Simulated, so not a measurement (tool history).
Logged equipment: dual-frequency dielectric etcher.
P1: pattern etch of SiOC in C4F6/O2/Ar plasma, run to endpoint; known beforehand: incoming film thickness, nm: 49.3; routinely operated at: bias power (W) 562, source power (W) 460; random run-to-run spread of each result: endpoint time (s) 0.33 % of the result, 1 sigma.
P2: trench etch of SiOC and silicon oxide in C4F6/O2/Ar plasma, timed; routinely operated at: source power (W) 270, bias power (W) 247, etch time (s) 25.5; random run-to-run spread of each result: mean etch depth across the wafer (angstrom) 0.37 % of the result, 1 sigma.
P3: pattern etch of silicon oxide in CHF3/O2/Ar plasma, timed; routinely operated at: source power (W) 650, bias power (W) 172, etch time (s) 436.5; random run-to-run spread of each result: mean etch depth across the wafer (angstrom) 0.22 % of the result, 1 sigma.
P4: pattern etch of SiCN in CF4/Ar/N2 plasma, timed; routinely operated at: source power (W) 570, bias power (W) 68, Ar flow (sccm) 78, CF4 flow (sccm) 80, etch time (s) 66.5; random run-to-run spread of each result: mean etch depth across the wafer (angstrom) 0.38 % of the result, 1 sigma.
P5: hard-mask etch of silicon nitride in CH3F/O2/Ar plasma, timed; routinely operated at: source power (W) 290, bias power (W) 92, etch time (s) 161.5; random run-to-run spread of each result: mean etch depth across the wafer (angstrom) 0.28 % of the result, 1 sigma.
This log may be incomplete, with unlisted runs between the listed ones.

| run | hour | process that ran | bias power (W) | source power (W) | etch time (s) | Ar flow (sccm) | CF4 flow (sccm) | hours since the last wet clean | hours since the last bias power generator calibration | hours since the last source power generator calibration | endpoint time (s) | mean etch depth across the wafer (angstrom) |
|---|---|---|---|---|---|---|---|---|---|---|---|---|
| 1 | 8.4 | P1 | 562 | 460 |  |  |  | 327.4 | 1950 | 1387.5 | 14.693 |  |
| 2 | 20.2 | P3 | 107 | 650 | 436.5 |  |  | 339.2 | 1961.8 | 1399.3 |  | 7439.9 |
| 3 | 28.9 | P3 | 172 | 800 | 436.5 |  |  | 347.9 | 1970.5 | 1408 |  | 9313 |
| 4 | 35.6 | P4 | 68 | 570 | 66.5 | 78 | 80 | 354.6 | 1977.2 | 1414.7 |  | 739.89 |
| 5 | 47.9 | P3 | 172 | 650 | 436.5 |  |  | 366.9 | 1989.5 | 1427 |  | 8614.1 |
| 6 | 55 | P4 | 68 | 570 | 66.5 | 94 | 80 | 374 | 1996.6 | 1434.1 |  | 719.57 |
| 7 | 68.9 | P3 | 172 | 650 | 615 |  |  | 387.9 | 2010.5 | 1448 |  | 12185 |
| 8 | 79.2 | P2 | 158 | 270 | 25.5 |  |  | 398.2 | 2020.8 | 1458.3 |  | 415.93 |
| 9 | 87.6 | P4 | 68 | 790 | 66.5 | 78 | 80 | 406.6 | 2029.2 | 1466.7 |  | 993.03 |
| 10 | 98.5 | P1 | 407 | 460 |  |  |  | 417.5 | 2040.1 | 1477.6 | 16.547 |  |
| 11 | 106 | P4 | 68 | 570 | 66.5 | 78 | 80 | 425 | 2047.6 | 1485.1 |  | 735.26 |
| 12 | 117.4 | P1 | 734 | 300 |  |  |  | 436.4 | 2059 | 1496.5 | 15.348 |  |
| 13 | 130.5 | P1 | 562 | 460 |  |  |  | 449.5 | 2072.1 | 1509.6 | 14.699 |  |
| 14 | 142.4 | P5 | 92 | 290 | 226.5 |  |  | 461.4 | 2084 | 1521.5 |  | 1527.4 |
| 15 | 156 | P5 | 110 | 290 | 161.5 |  |  | 475 | 2097.6 | 1535.1 |  | 1162.6 |
| 16 | 167.7 | P2 | 247 | 270 | 25.5 |  |  | 486.7 | 2109.3 | 1546.8 |  | 484 |
| 17 | 175.3 | P2 | 247 | 360 | 25.5 |  |  | 494.3 | 2116.9 | 1554.4 |  | 539.22 |
| 18 | 189.7 | P4 | 84 | 570 | 66.5 | 78 | 80 | 508.7 | 2131.3 | 1568.8 |  | 794.02 |
|  | 195.5 | bias power generator calibrated |
| 19 | 200.8 | P5 | 92 | 170 | 161.5 |  |  | 519.8 | 5.4 | 1579.9 |  | 896.18 |
| 20 | 207.9 | P2 | 247 | 270 | 32.5 |  |  | 526.9 | 12.5 | 1587 |  | 613.54 |
| 21 | 218 | P4 | 68 | 570 | 66.5 | 78 | 48 | 537 | 22.6 | 1597.1 |  | 685.68 |
| 22 | 225.6 | P4 | 68 | 570 | 45.5 | 78 | 80 | 544.6 | 30.2 | 1604.7 |  | 505.04 |
| 23 | 238.4 | P1 | 562 | 640 |  |  |  | 557.4 | 43 | 1617.5 | 12.902 |  |
| 24 | 252.3 | P1 | 562 | 460 |  |  |  | 571.3 | 56.9 | 1631.4 | 14.588 |  |
| 25 | 263.3 | P1 | 562 | 320 |  |  |  | 582.3 | 67.9 | 1642.4 | 16.694 |  |
| 26 | 274.4 | P5 | 92 | 290 | 161.5 |  |  | 593.4 | 79 | 1653.5 |  | 1090.6 |
| 27 | 286.1 | P1 | 785 | 460 |  |  |  | 605.1 | 90.7 | 1665.2 | 12.857 |  |
| 28 | 299.7 | P1 | 562 | 460 |  |  |  | 618.7 | 104.3 | 1678.8 | 14.598 |  |
| 29 | 314.3 | P1 | 393 | 340 |  |  |  | 633.3 | 118.9 | 1693.4 | 18.577 |  |
| 30 | 327.9 | P1 | 562 | 460 |  |  |  | 646.9 | 132.5 | 1707 | 14.548 |  |
| 31 | 336.1 | P1 | 562 | 460 |  |  |  | 655.1 | 140.7 | 1715.2 | 14.713 |  |
| 32 | 347.7 | P1 | 562 | 460 |  |  |  | 666.7 | 152.3 | 1726.8 | 14.824 |  |
| 33 | 354.1 | P1 | 562 | 460 |  |  |  | 673.1 | 158.7 | 1733.2 | 14.817 |  |
|  | 357.5 | wet clean of the chamber |
| 34 | 361.2 | P1 | 562 | 460 |  |  |  | 3.7 | 165.8 | 1740.3 | 14.88 |  |
| 35 | 369.6 | P1 | 562 | 460 |  |  |  | 12.1 | 174.2 | 1748.7 | 14.755 |  |
| 36 | 383 | P1 | 562 | 460 |  |  |  | 25.5 | 187.6 | 1762.1 | 14.912 |  |
| 37 | 397 | P1 | 562 | 460 |  |  |  | 39.5 | 201.6 | 1776.1 | 14.929 |  |
| 38 | 409 | P1 | 562 | 460 |  |  |  | 51.5 | 213.6 | 1788.1 | 14.989 |  |

Something has made what P1 gives creep away from where it was; the 2 causes below, each at its own stated size, fit the log equally well:
A: source power that arrives under what is set, % = 4.38
B: bias power that arrives under what is set, % = 4.29
Creep in the process output first set in at about hour 327.9.
Excluded causes, each with its reason:
chamber walls in a state that lowers the etch rate, %: serviced after onset, at hour 357.5, with no recovery of the prior output

4 check runs are offered, each on 2 wafers whose results are averaged, their results left as question marks. Which one tells the causes apart?
| check 1 | 421 | P5 | 92 | 180 | 161.5 |  |  |  |  |  |  | ? |
| check 2 | 421 | P4 | 68 | 700 | 66.5 | 78 | 51 |  |  |  |  | ? |
| check 3 | 421 | P3 | 134 | 650 | 436.5 |  |  |  |  |  |  | ? |
| check 4 | 421 | P2 | 247 | 270 | 32.5 |  |  |  |  |  |  | ? |

What every check run would give for each of its results, assuming each possible cause in turn:
| check | result | if A | if B |
|---|---|---|---|
| check 1 | mean etch depth across the wafer (angstrom) | 897.78 | 897.66 |
| check 2 | mean etch depth across the wafer (angstrom) | 798.85 | 818.98 |
| check 3 | mean etch depth across the wafer (angstrom) | 7816.4 | 7846.1 |
| check 4 | mean etch depth across the wafer (angstrom) | 604.19 | 605.31 |
Separation of the two closest causes in each check, using whichever result separates them best: check 1 0.01 %; check 2 2.49 %; check 3 0.38 %; check 4 0.19 %
Of the check runs offered, only check 2 discriminates between the causes; the rest would read about the same regardless of which cause applies.

Running check 2 produced the following: mean etch depth across the wafer (angstrom) 796.94. Which one of the listed causes fits?

A is the cause: source power that arrives under what is set, %.
